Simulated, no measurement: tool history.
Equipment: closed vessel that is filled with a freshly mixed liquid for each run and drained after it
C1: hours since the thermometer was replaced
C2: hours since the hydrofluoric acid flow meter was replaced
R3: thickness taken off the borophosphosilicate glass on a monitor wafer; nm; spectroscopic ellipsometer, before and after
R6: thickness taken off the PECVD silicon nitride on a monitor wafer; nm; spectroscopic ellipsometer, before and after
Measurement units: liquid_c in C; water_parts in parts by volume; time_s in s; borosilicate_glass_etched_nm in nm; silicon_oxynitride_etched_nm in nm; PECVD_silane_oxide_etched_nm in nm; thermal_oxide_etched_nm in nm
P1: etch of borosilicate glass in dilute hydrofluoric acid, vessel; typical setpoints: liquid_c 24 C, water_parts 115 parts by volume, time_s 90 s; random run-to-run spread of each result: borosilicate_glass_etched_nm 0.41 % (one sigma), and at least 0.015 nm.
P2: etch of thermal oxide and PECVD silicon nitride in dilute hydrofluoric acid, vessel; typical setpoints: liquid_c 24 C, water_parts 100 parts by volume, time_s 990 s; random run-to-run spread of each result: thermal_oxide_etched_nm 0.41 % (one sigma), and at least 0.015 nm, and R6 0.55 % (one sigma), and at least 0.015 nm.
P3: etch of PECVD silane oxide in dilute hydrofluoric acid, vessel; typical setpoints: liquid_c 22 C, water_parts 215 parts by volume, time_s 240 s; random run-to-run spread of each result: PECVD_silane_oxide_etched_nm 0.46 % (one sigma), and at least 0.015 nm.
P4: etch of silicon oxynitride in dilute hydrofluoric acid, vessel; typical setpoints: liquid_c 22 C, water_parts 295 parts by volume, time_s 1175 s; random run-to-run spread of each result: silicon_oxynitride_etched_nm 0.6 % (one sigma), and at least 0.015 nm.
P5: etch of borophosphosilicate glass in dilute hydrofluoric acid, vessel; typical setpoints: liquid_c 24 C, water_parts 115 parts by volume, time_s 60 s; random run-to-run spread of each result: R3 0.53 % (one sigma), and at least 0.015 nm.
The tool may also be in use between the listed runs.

Run 1, hour 4.3: process P1, liquid_c 24 C, water_parts 115 parts by volume, time_s 90 s; C1 146.8; C2 183.7. Result: borosilicate_glass_etched_nm 20.179 nm.
Run 2, hour 7.6: process P4, liquid_c 26.5 C, water_parts 295 parts by volume, time_s 1175 s; C1 150.1; C2 187. Result: silicon_oxynitride_etched_nm 5.432 nm.
Run 3, hour 13.4: process P4, liquid_c 22 C, water_parts 295 parts by volume, time_s 1175 s; C1 155.9; C2 192.8. Result: silicon_oxynitride_etched_nm 4.4685 nm.
Run 4, hour 16.7: process P5, liquid_c 24 C, water_parts 185 parts by volume, time_s 60 s; C1 159.2; C2 196.1. Result: R3 14.805 nm.
Run 5, hour 21.1: process P1, liquid_c 18 C, water_parts 115 parts by volume, time_s 30 s; C1 163.6; C2 200.5. Result: borosilicate_glass_etched_nm 5.2618 nm.
Run 6, hour 25.8: process P1, liquid_c 24 C, water_parts 210 parts by volume, time_s 90 s; C1 168.3; C2 205.2. Result: borosilicate_glass_etched_nm 9.9812 nm.
Run 7, hour 31.1: process P1, liquid_c 24 C, water_parts 115 parts by volume, time_s 90 s; C1 173.6; C2 210.5. Result: borosilicate_glass_etched_nm 20.169 nm.
Run 8, hour 35.9: process P3, liquid_c 22 C, water_parts 215 parts by volume, time_s 240 s; C1 178.4; C2 215.3. Result: PECVD_silane_oxide_etched_nm 21.404 nm.
Run 9, hour 40.3: process P1, liquid_c 24 C, water_parts 115 parts by volume, time_s 35 s; C1 182.8; C2 219.7. Result: borosilicate_glass_etched_nm 7.8722 nm.
Run 10, hour 45.5: process P3, liquid_c 27.5 C, water_parts 215 parts by volume, time_s 240 s; C1 188; C2 224.9. Result: PECVD_silane_oxide_etched_nm 26.152 nm.
Run 11, hour 48.3: process P5, liquid_c 24 C, water_parts 115 parts by volume, time_s 30 s; C1 190.8; C2 227.7. Result: R3 13.015 nm.
Run 12, hour 51.5: process P2, liquid_c 31 C, water_parts 100 parts by volume, time_s 990 s; C1 194; C2 230.9. Result: thermal_oxide_etched_nm 60.127 nm, R6 84.63 nm.
Run 13, hour 56.9: process P3, liquid_c 22 C, water_parts 215 parts by volume, time_s 30 s; C1 199.4; C2 236.3. Result: PECVD_silane_oxide_etched_nm 2.6752 nm.
Run 14, hour 61.3: process P2, liquid_c 24 C, water_parts 100 parts by volume, time_s 415 s; C1 203.8; C2 240.7. Result: thermal_oxide_etched_nm 19.339 nm, R6 22.668 nm.
Run 15, hour 65.4: process P2, liquid_c 24 C, water_parts 100 parts by volume, time_s 990 s; C1 207.9; C2 244.8. Result: thermal_oxide_etched_nm 46.177 nm, R6 54.106 nm.
Run 16, hour 68: process P1, liquid_c 24 C, water_parts 115 parts by volume, time_s 90 s; C1 210.5; C2 247.4. Result: borosilicate_glass_etched_nm 20.204 nm.
Run 17, hour 72: process P1, liquid_c 24 C, water_parts 115 parts by volume, time_s 160 s; C1 214.5; C2 251.4. Result: borosilicate_glass_etched_nm 35.915 nm.
Run 18, hour 75.7: process P1, liquid_c 24 C, water_parts 65 parts by volume, time_s 90 s; C1 218.2; C2 255.1. Result: borosilicate_glass_etched_nm 38.07 nm.
Run 19, hour 79.6: process P4, liquid_c 22 C, water_parts 295 parts by volume, time_s 1175 s; C1 222.1; C2 259. Result: silicon_oxynitride_etched_nm 4.4908 nm.
Run 20, hour 83.6: process P4, liquid_c 22 C, water_parts 295 parts by volume, time_s 1920 s; C1 226.1; C2 263. Result: silicon_oxynitride_etched_nm 7.3319 nm.
Run 21, hour 86.2: process P3, liquid_c 22 C, water_parts 345 parts by volume, time_s 240 s; C1 228.7; C2 265.6. Result: PECVD_silane_oxide_etched_nm 11.929 nm.
Run 22, hour 89.5: process P3, liquid_c 22 C, water_parts 215 parts by volume, time_s 240 s; C1 232; C2 268.9. Result: PECVD_silane_oxide_etched_nm 21.393 nm.
Run 23, hour 94.3: process P5, liquid_c 24 C, water_parts 115 parts by volume, time_s 60 s; C1 236.8; C2 273.7. Result: R3 25.928 nm.
Run 24, hour 99.2: process P2, liquid_c 24 C, water_parts 140 parts by volume, time_s 990 s; C1 241.7; C2 278.6. Result: thermal_oxide_etched_nm 31.436 nm, R6 38.61 nm.
Run 25, hour 103.9: process P5, liquid_c 24 C, water_parts 115 parts by volume, time_s 60 s; C1 246.4; C2 283.3. Result: R3 26.062 nm.
Run 26, hour 108: process P1, liquid_c 24 C, water_parts 115 parts by volume, time_s 90 s; C1 250.5; C2 287.4. Result: borosilicate_glass_etched_nm 20.069 nm.
Run 27, hour 110.9: process P1, liquid_c 24 C, water_parts 115 parts by volume, time_s 90 s; C1 253.4; C2 290.3. Result: borosilicate_glass_etched_nm 20.345 nm.
Run 28, hour 113.9: process P5, liquid_c 31 C, water_parts 115 parts by volume, time_s 60 s; C1 256.4; C2 293.3. Result: R3 34.021 nm.
Run 29, hour 118.4: process P1, liquid_c 28.5 C, water_parts 115 parts by volume, time_s 90 s; C1 260.9; C2 297.8. Result: borosilicate_glass_etched_nm 23.902 nm.
Run 30, hour 122.3: process P4, liquid_c 22 C, water_parts 105 parts by volume, time_s 1175 s; C1 264.8; C2 301.7. Result: silicon_oxynitride_etched_nm 14.238 nm.
Run 31, hour 127.9: process P1, liquid_c 24 C, water_parts 115 parts by volume, time_s 90 s; C1 270.4; C2 307.3. Result: borosilicate_glass_etched_nm 20.221 nm.
Run 32, hour 132.1: process P1, liquid_c 18.5 C, water_parts 115 parts by volume, time_s 90 s; C1 274.6; C2 311.5. Result: borosilicate_glass_etched_nm 16.066 nm.
Run 33, hour 135.8: process P1, liquid_c 24 C, water_parts 115 parts by volume, time_s 90 s; C1 278.3; C2 315.2. Result: borosilicate_glass_etched_nm 20.066 nm.
Run 34, hour 139.8: process P1, liquid_c 24 C, water_parts 115 parts by volume, time_s 90 s; C1 282.3; C2 319.2. Result: borosilicate_glass_etched_nm 20.735 nm.
Run 35, hour 143.8: process P1, liquid_c 24 C, water_parts 115 parts by volume, time_s 90 s; C1 286.3; C2 323.2. Result: borosilicate_glass_etched_nm 21.055 nm.
Run 36, hour 147.5: process P1, liquid_c 24 C, water_parts 115 parts by volume, time_s 90 s; C1 290; C2 326.9. Result: borosilicate_glass_etched_nm 21.355 nm.
Run 37, hour 150.6: process P1, liquid_c 24 C, water_parts 115 parts by volume, time_s 90 s; C1 293.1; C2 330. Result: borosilicate_glass_etched_nm 21.509 nm.
Run 38, hour 154.1: process P1, liquid_c 24 C, water_parts 115 parts by volume, time_s 90 s; C1 296.6; C2 333.5. Result: borosilicate_glass_etched_nm 21.694 nm.
Run 39, hour 156.8: process P1, liquid_c 24 C, water_parts 115 parts by volume, time_s 90 s; C1 299.3; C2 336.2. Result: borosilicate_glass_etched_nm 21.77 nm.
Run 40, hour 162: process P1, liquid_c 24 C, water_parts 115 parts by volume, time_s 90 s; C1 304.5; C2 341.4. Result: borosilicate_glass_etched_nm 21.897 nm.
Run 41, hour 167.1: process P1, liquid_c 24 C, water_parts 115 parts by volume, time_s 90 s; C1 309.6; C2 346.5. Result: borosilicate_glass_etched_nm 21.88 nm.
Run 42, hour 172.2: process P1, liquid_c 24 C, water_parts 115 parts by volume, time_s 90 s; C1 314.7; C2 351.6. Result: borosilicate_glass_etched_nm 21.789 nm.
Run 43, hour 176.8: process P1, liquid_c 24 C, water_parts 115 parts by volume, time_s 90 s; C1 319.3; C2 356.2. Result: borosilicate_glass_etched_nm 21.953 nm.
Run 44, hour 181.2: process P1, liquid_c 24 C, water_parts 115 parts by volume, time_s 90 s; C1 323.7; C2 360.6. Result: borosilicate_glass_etched_nm 22.019 nm.

What P1 gives has crept away from where it was. These 2 causes fit the log equally well, each at the size given:
A: hydrofluoric acid flow above the setpoint (%) = 7.69
B: liquid hotter than its thermometer reads (K) = 2.17
Creep in the process output first set in at about hour 135.8.

Below are 4 check runs, each on a single wafer, with their results shown as question marks. Which of them would tell the listed causes apart, meaning the causes would give clearly different results under it?
Run check 1, hour 185.6: process P4, liquid_c 22 C, water_parts 295 parts by volume, time_s 1175 s. Result: silicon_oxynitride_etched_nm ?.
Run check 2, hour 185.6: process P3, liquid_c 22 C, water_parts 215 parts by volume, time_s 240 s. Result: PECVD_silane_oxide_etched_nm ?.
Run check 3, hour 185.6: process P2, liquid_c 24 C, water_parts 100 parts by volume, time_s 990 s. Result: thermal_oxide_etched_nm ?, R6 ?.
Run check 4, hour 185.6: process P5, liquid_c 24 C, water_parts 115 parts by volume, time_s 60 s. Result: R3 ?.

How each check would come out, cause by cause:
  check                        result    if A    if B
check 1  silicon_oxynitride_etched_nm  4.8704  4.8965
check 2  PECVD_silane_oxide_etched_nm  23.537  23.315
check 3       thermal_oxide_etched_nm  49.939  50.051
check 3                            R6   58.17  62.304
check 4                            R3  28.167  28.172
Distance between the nearest two causes, measured in the result of the check that separates them most: check 1 0.54 %; check 2 0.95 %; check 3 6.86 %; check 4 0.02 %
Check 3 distinguishes between the causes, while the remaining checks would return nearly the same result for all of them.

Check 3 was carried out, with these results: thermal_oxide_etched_nm 50.174 nm; R6 57.595 nm. Which of the listed causes is responsible?

A is the cause: hydrofluoric acid flow above the setpoint (%).

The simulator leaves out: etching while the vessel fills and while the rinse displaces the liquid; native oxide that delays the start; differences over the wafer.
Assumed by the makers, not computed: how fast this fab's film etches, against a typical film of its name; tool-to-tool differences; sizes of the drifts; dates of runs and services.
